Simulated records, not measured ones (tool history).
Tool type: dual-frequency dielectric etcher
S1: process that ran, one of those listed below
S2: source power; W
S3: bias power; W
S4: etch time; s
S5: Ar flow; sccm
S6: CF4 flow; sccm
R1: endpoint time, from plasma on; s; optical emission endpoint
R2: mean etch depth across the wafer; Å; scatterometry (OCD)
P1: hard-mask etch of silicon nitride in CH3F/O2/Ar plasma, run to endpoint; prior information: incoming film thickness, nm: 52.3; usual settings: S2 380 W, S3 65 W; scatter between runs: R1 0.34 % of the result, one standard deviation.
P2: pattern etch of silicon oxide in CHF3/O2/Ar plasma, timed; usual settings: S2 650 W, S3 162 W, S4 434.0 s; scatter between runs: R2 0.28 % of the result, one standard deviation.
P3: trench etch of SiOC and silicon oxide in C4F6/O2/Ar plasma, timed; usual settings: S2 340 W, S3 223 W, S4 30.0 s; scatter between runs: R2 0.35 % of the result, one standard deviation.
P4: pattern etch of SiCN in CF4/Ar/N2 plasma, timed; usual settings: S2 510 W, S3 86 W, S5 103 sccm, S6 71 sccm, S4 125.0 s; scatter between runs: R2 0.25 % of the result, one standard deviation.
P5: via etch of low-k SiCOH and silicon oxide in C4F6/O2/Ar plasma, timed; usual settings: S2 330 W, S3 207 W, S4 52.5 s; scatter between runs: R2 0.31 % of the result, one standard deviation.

run	hour	S1	S2	S3	S4	S5	S6	R1	R2
1	15.3	P1	380	65				80.418	
2	32.4	P5	330	207	52.5				1434.30
3	48.4	P5	250	207	52.5				1285.60
4	63.4	P3	340	223	30.0				593.79
5	79.0	P3	340	223	30.0				593.32
6	91.7	P1	380	65				80.556	
7	102.7	P1	380	65				80.395	
8	115.8	P2	650	162	542.5				10758.00
9	129.7	P5	330	207	34.0				924.81
10	144.5	P1	460	45				83.135	
11	158.5	P1	380	42				92.763	
12	173.4	P4	510	86	125.0	103	71		1276.20
13	189.9	P3	260	223	30.0				537.59
14	198.4	P1	500	83				66.657	
15	213.8	P5	330	162	52.5				1325.30
16	227.8	P1	380	65				80.124	
17	238.1	P4	510	86	125.0	103	53		1222.80
18	250.5	P1	500	41				83.866	
19	263.0	P4	510	50	125.0	103	71		1067.30
20	271.1	P2	880	162	434.0				9676.50
21	280.2	P4	510	86	69.0	103	71		707.40
22	297.4	P1	380	84				73.548	
23	313.0	P5	330	207	52.5				1428.90
24	321.0	P1	380	65				80.301	
25	331.8	P1	380	65				80.452	
26	345.0	P1	260	65				92.783	
27	354.7	P4	510	86	125.0	80	71		1325.00
28	367.3	P2	650	162	434.0				8584.10
29	382.1	P1	380	65				80.434	
30	391.7	P4	640	86	125.0	103	71		1564.70
31	406.1	P1	500	65				72.707	
32	418.9	P3	340	281	30.0				642.99
33	433.6	P3	340	223	17.5				349.10
34	450.1	P2	650	221	434.0				9602.90
35	458.7	P4	510	86	125.0	103	71		1285.20
36	474.8	P1	380	65				79.669	
37	492.2	P1	380	65				80.905	
38	502.2	P1	380	65				81.054	
39	514.7	P1	380	65				81.275	
# hour 519.6: wet clean of the chamber
40	524.2	P1	380	65				81.836	
41	536.9	P1	380	65				81.644	
42	552.2	P1	380	65				81.386	

Something has made what P1 gives creep away from where it was; the 2 causes below, each at its own stated size, fit the log equally well:
A: bias power that arrives under what is set, % = 4.94
B: source power that arrives under what is set, % = 4.35
The gradual shift began around hour 474.8.
Excluded causes, each with its reason:
chamber walls in a state that lowers the etch rate, %: serviced at hour 519.6, after the change had begun; the process did not return to its earlier output

Question marks stand in for the results of the 4 check runs listed below, each run on one wafer. Under which run would the listed causes show clearly different results?
check 1	567.5	P4	510	86	125.0	103	71		?
check 2	567.5	P3	340	223	30.0				?
check 3	567.5	P5	330	207	52.5				?
check 4	567.5	P2	650	162	434.0				?

Check results expected under each cause:
check	result	if A	if B
check 1	R2	1255.40	1229.40
check 2	R2	583.40	583.30
check 3	R2	1409.70	1409.00
check 4	R2	8488.10	8482.50
Distance between the nearest two causes, measured in the result of the check that separates them most: check 1 2.09 %; check 2 0.02 %; check 3 0.05 %; check 4 0.07 %
Only in check 1 would the causes give clearly different results; in the remaining checks their results would be nearly the same.

Here is what check 1 returned: R2 1250.40 Å. Which cause is it?

Of the candidate causes, it is A: bias power that arrives under what is set, %.

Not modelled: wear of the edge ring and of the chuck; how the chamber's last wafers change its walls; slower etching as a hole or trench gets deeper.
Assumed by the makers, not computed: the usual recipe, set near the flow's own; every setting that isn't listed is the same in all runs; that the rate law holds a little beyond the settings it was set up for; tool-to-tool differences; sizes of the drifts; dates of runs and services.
